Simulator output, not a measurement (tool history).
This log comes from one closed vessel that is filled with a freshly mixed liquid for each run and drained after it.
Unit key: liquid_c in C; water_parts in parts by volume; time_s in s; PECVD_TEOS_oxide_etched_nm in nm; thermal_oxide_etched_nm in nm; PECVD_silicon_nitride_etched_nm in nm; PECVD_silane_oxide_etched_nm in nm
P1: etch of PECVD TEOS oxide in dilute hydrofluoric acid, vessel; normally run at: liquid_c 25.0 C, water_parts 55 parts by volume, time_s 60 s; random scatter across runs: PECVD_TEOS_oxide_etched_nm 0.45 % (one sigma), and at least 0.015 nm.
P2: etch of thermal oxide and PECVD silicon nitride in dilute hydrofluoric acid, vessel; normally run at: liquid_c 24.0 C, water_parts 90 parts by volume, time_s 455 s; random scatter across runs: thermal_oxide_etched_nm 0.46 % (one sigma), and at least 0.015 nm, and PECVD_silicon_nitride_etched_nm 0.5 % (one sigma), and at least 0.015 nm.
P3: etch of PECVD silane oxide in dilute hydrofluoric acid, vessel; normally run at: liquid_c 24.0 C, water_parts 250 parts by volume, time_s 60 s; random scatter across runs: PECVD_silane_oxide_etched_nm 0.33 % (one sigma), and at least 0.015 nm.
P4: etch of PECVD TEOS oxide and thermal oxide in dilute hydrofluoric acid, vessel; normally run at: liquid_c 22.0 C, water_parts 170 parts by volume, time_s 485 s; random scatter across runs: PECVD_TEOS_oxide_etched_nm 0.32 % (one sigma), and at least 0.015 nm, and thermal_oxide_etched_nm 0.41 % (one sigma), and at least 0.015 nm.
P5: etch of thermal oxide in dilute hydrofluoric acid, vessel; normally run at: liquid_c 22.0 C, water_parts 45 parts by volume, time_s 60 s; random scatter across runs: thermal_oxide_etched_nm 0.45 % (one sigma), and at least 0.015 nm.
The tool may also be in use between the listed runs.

run    day  process  liquid_c  water_parts  time_s  hours since the thermometer was replaced  hours since the hydrofluoric acid flow meter was replaced  PECVD_TEOS_oxide_etched_nm  thermal_oxide_etched_nm  PECVD_silicon_nitride_etched_nm  PECVD_silane_oxide_etched_nm
  1  0.088       P1      25.0           55      60                                     135.0                                                      289.5                     17.1930
  2  0.179       P5      29.5           45      60                                     137.2                                                      291.7                                               8.8992
  3  0.358       P5      22.0           45      30                                     141.5                                                      296.0                                               3.2584
  4  0.467       P2      24.0           90     455                                     144.1                                                      298.6                                              24.7310                           21.031
  5  0.596       P1      25.0           55      30                                     147.2                                                      301.7                      8.5197
  6  0.750       P1      25.0           55      60                                     150.9                                                      305.4                     17.1800
  7  0.900       P3      24.0          250      30                                     154.5                                                      309.0                                                                                                              3.1361
  8  1.008       P3      18.5          250      60                                     157.1                                                      311.6                                                                                                              5.1191
  9  1.129       P1      25.0           85      60                                     160.0                                                      314.5                     10.6360
 10  1.217       P1      25.0           55     100                                     162.1                                                      316.6                     28.5290
 11  1.371       P1      32.5           55      30                                     165.8                                                      320.3                     11.5160
 12  1.529       P3      24.0          250      60                                     169.6                                                      324.1                                                                                                              6.2574
 13  1.700       P4      17.0          170     485                                     173.7                                                      328.2                     41.2720                   9.6829
 14  1.838       P1      33.0           55      60                                     177.0                                                      331.5                     23.5890
 15  2.004       P5      22.0           45      60                                     181.0                                                      335.5                                               6.5229
 16  2.108       P2      24.0          160     455                                     183.5                                                      338.0                                              12.7360                           11.912
 17  2.221       P2      31.5           90     455                                     186.2                                                      340.7                                              33.4280                           33.723
 18  2.358       P2      24.0           90     745                                     189.5                                                      344.0                                              40.4860                           34.680
 19  2.492       P3      24.0           60      60                                     192.7                                                      347.2                                                                                                             32.4370
 20  2.667       P3      24.0          250      60                                     196.9                                                      351.4                                                                                                              6.2428
 21  2.838       P4      22.0          170     765                                     201.0                                                      355.5                     79.5930                  18.5210
 22  2.933       P1      25.0           20      60                                     203.3                                                      357.8                     49.4560
 23  3.017       P4      22.0           30     485                                     205.3                                                      359.8                    336.4900                  78.5290
 24  3.129       P2      24.0           90     455                                     208.0                                                      362.5                                              24.7040                           21.081
 25  3.308       P1      25.0           55      60                                     212.3                                                      366.8                     16.8800
 26  3.400       P5      22.0           75      60                                     214.5                                                      369.0                                               3.7839
 27  3.583       P1      25.0           55      60                                     218.9                                                      373.4                     16.8960
 28  3.712       P1      25.0           55      60                                     222.0                                                      376.5                     17.0870
 29  3.808       P4      22.0          170     485                                     224.3                                                      378.8                     50.5910                  11.7680
 30  3.933       P1      20.5           55      60                                     227.3                                                      381.8                     14.1990
 31  4.017       P1      25.0           55      60                                     229.3                                                      383.8                     17.0270
 32  4.125       P1      25.0           55      60                                     231.9                                                      386.4                     16.5670
 33  4.300       P1      25.0           55      60                                     236.1                                                      390.6                     16.0950
 34  4.438       P1      25.0           55      60                                     239.4                                                      393.9                     15.8790
 35  4.533       P1      25.0           55      60                                     241.7                                                      396.2                     15.8140
 36  4.612       P1      25.0           55      60                                     243.6                                                      398.1                     15.7670
 37  4.733       P1      25.0           55      60                                     246.5                                                      401.0                     15.7920
 38  4.812       P1      25.0           55      60                                     248.4                                                      402.9                     15.5300
 39  4.962       P1      25.0           55      60                                     252.0                                                      406.5                     15.7690
 40  5.062       P1      25.0           55      60                                     254.4                                                      408.9                     15.6110

Something has made what P1 gives creep away from where it was; the 2 causes below, each at its own stated size, fit the log equally well:
A: hydrofluoric acid flow below the setpoint (%) = 7.74
B: liquid colder than its thermometer reads (K) = 2.12
The drift started at roughly day 4.017.

Question marks stand in for the results of the 4 check runs listed below, each run on one wafer. Under which run would the listed causes show clearly different results?
check 1  5.162       P4      18.5           55     485                                                                                                                                ?                        ?
check 2  5.162       P2      24.0          125     725                                                                                                                                                         ?                                ?
check 3  5.162       P5      27.0           65      60                                                                                                                                                         ?
check 4  5.162       P3      24.0          100      60                                                                                                                                                                                                                        ?

Outcome of each check run for each possible cause:
  check                           result      if A      if B
check 1       PECVD_TEOS_oxide_etched_nm  141.1100  140.3000
check 1          thermal_oxide_etched_nm   32.9360   32.7460
check 2          thermal_oxide_etched_nm   24.8730   25.1120
check 2  PECVD_silicon_nitride_etched_nm    22.294    21.000
check 3          thermal_oxide_etched_nm    4.9303    4.9463
check 4     PECVD_silane_oxide_etched_nm   16.8810   16.9820
Separation of the two closest causes in each check, using whichever result separates them best: check 1 0.58 %; check 2 5.98 %; check 3 0.32 %; check 4 0.6 %
Check 2 distinguishes between the causes, while the remaining checks would return nearly the same result for all of them.

Check 2 was then run and gave: thermal_oxide_etched_nm 24.9720 nm; PECVD_silicon_nitride_etched_nm 22.317 nm. Which cause is it?

Of the candidate causes, it is A: hydrofluoric acid flow below the setpoint (%).
